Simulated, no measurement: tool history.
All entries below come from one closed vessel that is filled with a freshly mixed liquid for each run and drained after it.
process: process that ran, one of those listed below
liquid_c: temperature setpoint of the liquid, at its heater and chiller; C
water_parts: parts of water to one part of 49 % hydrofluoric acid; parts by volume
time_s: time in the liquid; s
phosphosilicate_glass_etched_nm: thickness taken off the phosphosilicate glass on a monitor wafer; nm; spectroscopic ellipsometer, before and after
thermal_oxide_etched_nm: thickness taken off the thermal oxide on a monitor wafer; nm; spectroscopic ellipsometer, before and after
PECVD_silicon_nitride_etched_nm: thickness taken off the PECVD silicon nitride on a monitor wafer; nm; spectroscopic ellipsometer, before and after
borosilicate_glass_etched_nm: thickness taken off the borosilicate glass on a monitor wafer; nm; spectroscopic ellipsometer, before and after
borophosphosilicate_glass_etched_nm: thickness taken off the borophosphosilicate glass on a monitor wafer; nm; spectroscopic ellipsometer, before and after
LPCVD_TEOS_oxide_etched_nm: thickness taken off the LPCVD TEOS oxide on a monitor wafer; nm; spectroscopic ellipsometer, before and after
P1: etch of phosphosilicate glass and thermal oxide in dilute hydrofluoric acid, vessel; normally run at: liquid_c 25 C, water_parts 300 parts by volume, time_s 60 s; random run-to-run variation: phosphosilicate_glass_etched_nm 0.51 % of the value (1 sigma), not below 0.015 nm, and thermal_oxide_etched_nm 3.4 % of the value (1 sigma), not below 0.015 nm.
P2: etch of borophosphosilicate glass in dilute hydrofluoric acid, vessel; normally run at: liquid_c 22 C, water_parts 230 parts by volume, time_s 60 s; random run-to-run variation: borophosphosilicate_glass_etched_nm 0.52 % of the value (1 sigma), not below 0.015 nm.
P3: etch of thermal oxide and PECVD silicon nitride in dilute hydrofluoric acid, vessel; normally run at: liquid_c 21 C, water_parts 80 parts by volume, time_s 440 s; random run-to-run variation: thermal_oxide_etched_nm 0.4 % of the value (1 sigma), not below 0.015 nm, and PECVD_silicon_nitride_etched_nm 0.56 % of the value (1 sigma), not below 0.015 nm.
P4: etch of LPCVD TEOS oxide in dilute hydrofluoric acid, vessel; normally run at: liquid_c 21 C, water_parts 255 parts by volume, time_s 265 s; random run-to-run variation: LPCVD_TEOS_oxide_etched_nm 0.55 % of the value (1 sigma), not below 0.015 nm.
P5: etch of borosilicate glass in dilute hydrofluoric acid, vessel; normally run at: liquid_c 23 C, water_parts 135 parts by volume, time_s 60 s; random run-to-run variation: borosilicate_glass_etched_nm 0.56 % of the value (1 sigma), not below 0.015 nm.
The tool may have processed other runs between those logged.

run   hour  process  liquid_c  water_parts  time_s  hours since the thermometer was replaced  hours since the hydrofluoric acid flow meter was replaced  phosphosilicate_glass_etched_nm  thermal_oxide_etched_nm  PECVD_silicon_nitride_etched_nm  borosilicate_glass_etched_nm  borophosphosilicate_glass_etched_nm  LPCVD_TEOS_oxide_etched_nm
  1   13.7       P1        25          300      60                                     994.2                                                     1120.6                           9.8228                  0.76244
  2     28       P3        21           80     195                                    1008.5                                                     1134.9                                                    11.322                           8.4897
  3   38.8       P5        23          135      60                                    1019.3                                                     1145.7                                                                                                                   16.093
  4   52.4       P1        31          300      85                                    1032.9                                                     1159.3                           16.839                   1.2748
  5   65.8       P5        31          135      60                                    1046.3                                                     1172.7                                                                                                                   21.699
  6   78.8       P2        22          230      60                                    1059.3                                                     1185.7                                                                                                                                                        11.238
  7   88.7       P1        25          300      60                                    1069.2                                                     1195.6                            9.734                  0.76695
  8  104.1       P1        25          185      60                                    1084.6                                                       1211                           17.953                   1.3498
  9  117.4       P3        21          130     440                                    1097.9                                                     1224.3                                                    14.853                           11.751
 10  125.3       P3        21           80     440                                    1105.8                                                     1232.2                                                    25.835                           19.036
 11  132.6       P5        23          135      30                                    1113.1                                                     1239.5                                                                                                                     8.07
 12  142.4       P5        23          235      60                                    1122.9                                                     1249.3                                                                                                                   8.3908
 13  158.3       P1        25          440      60                                    1138.8                                                     1265.2                           5.8067                  0.47301
 14  168.6       P4        17          255     265                                    1149.1                                                     1275.5                                                                                                                                                                                    11.111
 15  178.1       P1      28.5          300      30                                    1158.6                                                       1285                           5.4793                  0.41212
 16  191.1       P4        21          255     135                                    1171.6                                                       1298                                                                                                                                                                                    6.5763
 17    199       P2        22          230     115                                    1179.5                                                     1305.9                                                                                                                                                        21.598
 18  209.4       P1      18.5          300      60                                    1189.9                                                     1316.3                           7.7654                  0.62842
 19  217.7       P1        25          300      60                                    1198.2                                                     1324.6                           9.7678                  0.75075
 20  225.2       P2        17          230      60                                    1205.7                                                     1332.1                                                                                                                                                        9.2323
 21  236.5       P2        22          355      60                                      1217                                                     1343.4                                                                                                                                                        6.3934
 22  248.8       P3        29           80     440                                    1229.3                                                     1355.7                                                    35.281                           32.338
 23  264.2       P4        21          455     265                                    1244.7                                                     1371.1                                                                                                                                                                                    6.0355
 24  273.7       P1        33          300      60                                    1254.2                                                     1380.6                           12.704                   1.0105
 25  285.7       P1        25          300      60                                    1266.2                                                     1392.6                           9.8169                  0.78667
 26  297.2       P1        25          300      60                                    1277.7                                                     1404.1                           9.7864                  0.76433
 27  306.5       P1        25          300      60                                      1287                                                     1413.4                           9.7767                  0.77642
 28  322.4       P3        21           80     440                                    1302.9                                                     1429.3                                                    25.607                           19.066
 29    333       P1        25          300      95                                    1313.5                                                     1439.9                           15.444                    1.162
 30  344.6       P4        21          255     265                                    1325.1                                                     1451.5                                                                                                                                                                                    12.777
 31    359       P1        25          300      30                                    1339.5                                                     1465.9                           4.9155                  0.41618
 32  374.4       P4        21          255     265                                    1354.9                                                     1481.3                                                                                                                                                                                    12.943
 33  381.9       P1        25          300      60                                    1362.4                                                     1488.8                            9.866                  0.74514
 34  394.7       P1        25          300      60                                    1375.2                                                     1501.6                           9.6078                  0.79701
 35  404.5       P1        25          300      60                                      1385                                                     1511.4                            9.511                  0.74387
 36  414.9       P1        25          300      60                                    1395.4                                                     1521.8                           9.3706                  0.78333
 37  426.3       P1        25          300      60                                    1406.8                                                     1533.2                           9.2537                  0.71929
 38  433.5       P1        25          300      60                                      1414                                                     1540.4                           9.3404                  0.67622
 39  447.3       P1        25          300      60                                    1427.8                                                     1554.2                           9.3013                   0.7455
 40  458.9       P1        25          300      60                                    1439.4                                                     1565.8                           9.1815                  0.75129
 41  466.6       P1        25          300      60                                    1447.1                                                     1573.5                            9.202                  0.68121
 42  478.8       P1        25          300      60                                    1459.3                                                     1585.7                            9.201                  0.75101
 43  494.6       P1        25          300      60                                    1475.1                                                     1601.5                           9.1926                  0.74866

P1 has crept away from where it was. The log is fitted equally well by each of these 2 causes, at the sizes shown:
A: hydrofluoric acid flow below the setpoint (%) = 4.78
B: liquid colder than its thermometer reads (K) = 1.84
The process output started creeping at around hour 381.9.

The check runs listed below each take one wafer, and their results are still question marks. Under which run would the listed causes lead to clearly different results?
check 1  510.4       P5        29          220      60                                                                                                                                                                                                                             ?
check 2  510.4       P2        22          350     115                                                                                                                                                                                                                                                                  ?
check 3  510.4       P4        21          425     265                                                                                                                                                                                                                                                                                              ?
check 4  510.4       P3        27          110     440                                                                                                                                                              ?                                ?

What every check run would give for each of its results, assuming each possible cause in turn:
  check                               result    if A    if B
check 1         borosilicate_glass_etched_nm  10.516  10.493
check 2  borophosphosilicate_glass_etched_nm  11.758  11.759
check 3           LPCVD_TEOS_oxide_etched_nm  6.2179  6.2398
check 4              thermal_oxide_etched_nm  21.575  21.257
check 4      PECVD_silicon_nitride_etched_nm  19.633   18.31
Gap, in per cent, between the two causes that each check separates least, read from the result that separates them most: check 1 0.22 %; check 2 0.01 %; check 3 0.35 %; check 4 6.98 %
The other checks would show nearly matching results whichever cause is true, so check 4 is the only one that separates the causes.

With check 4 done, the readings were: thermal_oxide_etched_nm 21.321 nm; PECVD_silicon_nitride_etched_nm 18.491 nm. Identify which of the listed causes applies.

It is B: liquid colder than its thermometer reads (K).
